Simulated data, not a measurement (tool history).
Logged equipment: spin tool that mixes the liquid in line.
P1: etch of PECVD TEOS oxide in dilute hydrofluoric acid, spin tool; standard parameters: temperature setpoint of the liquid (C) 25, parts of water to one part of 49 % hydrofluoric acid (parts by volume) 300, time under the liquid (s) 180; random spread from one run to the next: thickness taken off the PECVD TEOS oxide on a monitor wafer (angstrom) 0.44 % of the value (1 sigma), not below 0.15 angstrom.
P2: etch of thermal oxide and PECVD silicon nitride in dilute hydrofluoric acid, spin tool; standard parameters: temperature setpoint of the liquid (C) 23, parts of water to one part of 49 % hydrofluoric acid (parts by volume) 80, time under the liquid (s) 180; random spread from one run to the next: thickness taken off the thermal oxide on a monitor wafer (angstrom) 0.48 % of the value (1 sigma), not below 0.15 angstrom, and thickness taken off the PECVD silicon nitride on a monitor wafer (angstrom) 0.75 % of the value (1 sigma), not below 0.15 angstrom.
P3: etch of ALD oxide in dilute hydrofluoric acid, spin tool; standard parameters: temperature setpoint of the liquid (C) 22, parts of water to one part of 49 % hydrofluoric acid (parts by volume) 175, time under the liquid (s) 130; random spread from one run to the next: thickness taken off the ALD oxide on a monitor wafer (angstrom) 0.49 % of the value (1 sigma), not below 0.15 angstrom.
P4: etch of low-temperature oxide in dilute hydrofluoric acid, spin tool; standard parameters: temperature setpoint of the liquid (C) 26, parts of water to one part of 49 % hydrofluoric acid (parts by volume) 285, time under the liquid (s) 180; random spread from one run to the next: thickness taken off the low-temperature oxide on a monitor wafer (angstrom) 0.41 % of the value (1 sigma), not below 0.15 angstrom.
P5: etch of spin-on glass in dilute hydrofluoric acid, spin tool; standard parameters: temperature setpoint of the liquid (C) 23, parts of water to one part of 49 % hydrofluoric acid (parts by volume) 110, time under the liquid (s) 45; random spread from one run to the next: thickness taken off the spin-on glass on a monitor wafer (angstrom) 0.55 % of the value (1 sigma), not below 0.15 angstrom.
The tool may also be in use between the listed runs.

run   hour  process that ran  temperature setpoint of the liquid (C)  parts of water to one part of 49 % hydrofluoric acid (parts by volume)  time under the liquid (s)  hours since the thermometer was replaced  hours since the hydrofluoric acid flow meter was replaced  thickness taken off the PECVD TEOS oxide on a monitor wafer (angstrom)  thickness taken off the low-temperature oxide on a monitor wafer (angstrom)  thickness taken off the ALD oxide on a monitor wafer (angstrom)  thickness taken off the spin-on glass on a monitor wafer (angstrom)  thickness taken off the thermal oxide on a monitor wafer (angstrom)  thickness taken off the PECVD silicon nitride on a monitor wafer (angstrom)
  1    5.3                P1                                      25                                                                     300                        180                                    2005.7                                                      543.4                                                                  66.162
  2   10.7                P4                                      19                                                                     285                        180                                    2011.1                                                      548.8                                                                                                                                               53.599
  3   16.4                P4                                      26                                                                     285                        180                                    2016.8                                                      554.5                                                                                                                                               68.895
  4   20.6                P3                                      22                                                                     175                        130                                      2021                                                      558.7                                                                                                                                                                                                                147.05
  5   24.5                P1                                      25                                                                     300                        180                                    2024.9                                                      562.6                                                                  66.277
  6   28.4                P3                                      22                                                                     175                         40                                    2028.8                                                      566.5                                                                                                                                                                                                                44.552
  7   32.8                P1                                      18                                                                     300                        295                                    2033.2                                                      570.9                                                                  84.608
  8   36.4                P5                                      31                                                                     110                         45                                    2036.8                                                      574.5                                                                                                                                                                                                                                                                                     113.13
  9   40.4                P2                                      23                                                                      80                         55                                    2040.8                                                      578.5                                                                                                                                                                                                                                                                                                                                                          31.276                                                                       10.758
 10   45.3                P1                                      25                                                                      80                        180                                    2045.7                                                      583.4                                                                  320.59
 11   50.1                P3                                      22                                                                     175                        130                                    2050.5                                                      588.2                                                                                                                                                                                                                145.45
 12   55.2                P1                                      32                                                                     300                        180                                    2055.6                                                      593.3                                                                  83.083
 13   59.3                P5                                      23                                                                     110                         45                                    2059.7                                                      597.4                                                                                                                                                                                                                                                                                     83.492
 14   62.2                P2                                      23                                                                      80                        180                                    2062.6                                                      600.3                                                                                                                                                                                                                                                                                                                                                          104.01                                                                       34.658
 15     65                P1                                      25                                                                     300                        180                                    2065.4                                                      603.1                                                                  65.816
 16   68.4                P2                                    27.5                                                                      80                        180                                    2068.8                                                      606.5                                                                                                                                                                                                                                                                                                                                                          122.13                                                                       47.276
 17   73.7                P5                                      23                                                                     110                         65                                    2074.1                                                      611.8                                                                                                                                                                                                                                                                                     121.52
 18   76.6                P4                                      26                                                                     285                        180                                      2077                                                      614.7                                                                                                                                               69.081
 19   79.4                P1                                      25                                                                     300                        180                                    2079.8                                                      617.5                                                                  65.984
 20   85.2                P1                                      25                                                                     300                         50                                    2085.6                                                      623.3                                                                  18.243
 21   89.3                P3                                      30                                                                     175                        130                                    2089.7                                                      627.4                                                                                                                                                                                                                195.35
 22   92.7                P1                                      25                                                                     300                        180                                    2093.1                                                      630.8                                                                   65.81
 23   97.8                P4                                      26                                                                     150                        180                                    2098.2                                                      635.9                                                                                                                                               151.43
 24  102.4                P2                                      23                                                                      80                        180                                    2102.8                                                      640.5                                                                                                                                                                                                                                                                                                                                                          102.09                                                                        35.53
 25  108.2                P1                                      25                                                                     300                        180                                    2108.6                                                      646.3                                                                  65.478
 26  110.9                P5                                      23                                                                     110                         45                                    2111.3                                                        649                                                                                                                                                                                                                                                                                     84.021
 27  115.8                P2                                      23                                                                      50                        180                                    2116.2                                                      653.9                                                                                                                                                                                                                                                                                                                                                          170.54                                                                       55.922
 28  118.4                P5                                      23                                                                     195                         45                                    2118.8                                                      656.5                                                                                                                                                                                                                                                                                     43.232
 29  122.2                P1                                    20.5                                                                     300                         70                                    2122.6                                                      660.3                                                                  21.779
 30  127.8                P1                                      21                                                                     300                        300                                    2128.2                                                      665.9                                                                  95.241
 31  132.1                P1                                      25                                                                     415                        180                                    2132.5                                                      670.2                                                                  42.774
 32  136.9                P4                                      26                                                                     285                         70                                    2137.3                                                        675                                                                                                                                               26.796
 33  141.3                P1                                      25                                                                     300                        295                                    2141.7                                                      679.4                                                                  108.82
 34  146.8                P3                                      22                                                                     320                        130                                    2147.2                                                      684.9                                                                                                                                                                                                                69.004
 35  150.9                P1                                      19                                                                     300                        180                                    2151.3                                                        689                                                                  53.528
 36  154.1                P1                                      25                                                                     300                        180                                    2154.5                                                      692.2                                                                  66.303
 37    160                P1                                      25                                                                     300                        180                                    2160.4                                                      698.1                                                                  68.587
 38  165.6                P1                                      25                                                                     300                        180                                      2166                                                      703.7                                                                  69.032
 39  169.2                P1                                      25                                                                     300                        180                                    2169.6                                                      707.3                                                                  69.576
 40  171.8                P1                                      25                                                                     300                        180                                    2172.2                                                      709.9                                                                  69.496
 41  175.8                P1                                      25                                                                     300                        180                                    2176.2                                                      713.9                                                                  69.131
 42  180.5                P1                                      25                                                                     300                        180                                    2180.9                                                      718.6                                                                  70.357
 43  185.6                P1                                      25                                                                     300                        180                                      2186                                                      723.7                                                                   70.32
 44  188.5                P1                                      25                                                                     300                        180                                    2188.9                                                      726.6                                                                  70.372
 45  192.8                P1                                      25                                                                     300                        180                                    2193.2                                                      730.9                                                                  70.472

The log shows P1 creeping away from where it was. Any of the 2 causes listed here, at the size stated for it, fits the log just as well as the others:
A: hydrofluoric acid flow above the setpoint (%) = 4.82
B: liquid hotter than its thermometer reads (K) = 1.8
The process output started creeping at around hour 154.1.

The 4 check runs listed below each average the results of 2 wafers, and their outcomes are marked with question marks. Under which run would the listed causes produce clearly different results?
check 1  197.1                P3                                      22                                                                     295                         65                                                                                                                                                                                                                                                                                                                          ?
check 2  197.1                P2                                      23                                                                      80                         60                                                                                                                                                                                                                                                                                                                                                                                                                                                                    ?                                                                            ?
check 3  197.1                P4                                      21                                                                     285                        180                                                                                                                                                                                                                                                         ?
check 4  197.1                P5                                      23                                                                     190                         45                                                                                                                                                                                                                                                                                                                                                                                               ?

What every check run would give for each of its results, assuming each possible cause in turn:
  check                                                                       result    if A    if B
check 1              thickness taken off the ALD oxide on a monitor wafer (angstrom)  40.708  40.859
check 2          thickness taken off the thermal oxide on a monitor wafer (angstrom)  36.221  36.982
check 2  thickness taken off the PECVD silicon nitride on a monitor wafer (angstrom)  12.267  13.203
check 3  thickness taken off the low-temperature oxide on a monitor wafer (angstrom)  61.298  61.633
check 4          thickness taken off the spin-on glass on a monitor wafer (angstrom)  46.872  47.372
Smallest distance between any two causes, each pair judged by its most separating result, in per cent: check 1 0.37 %; check 2 7.35 %; check 3 0.54 %; check 4 1.06 %
Check 2 is the one run that separates the causes; every other check would come out nearly the same whichever cause is at work.

With check 2 done, the readings were: thickness taken off the thermal oxide on a monitor wafer (angstrom) 37.013; thickness taken off the PECVD silicon nitride on a monitor wafer (angstrom) 13.3. Identify which of the listed causes applies.

The cause is B: liquid hotter than its thermometer reads (K).
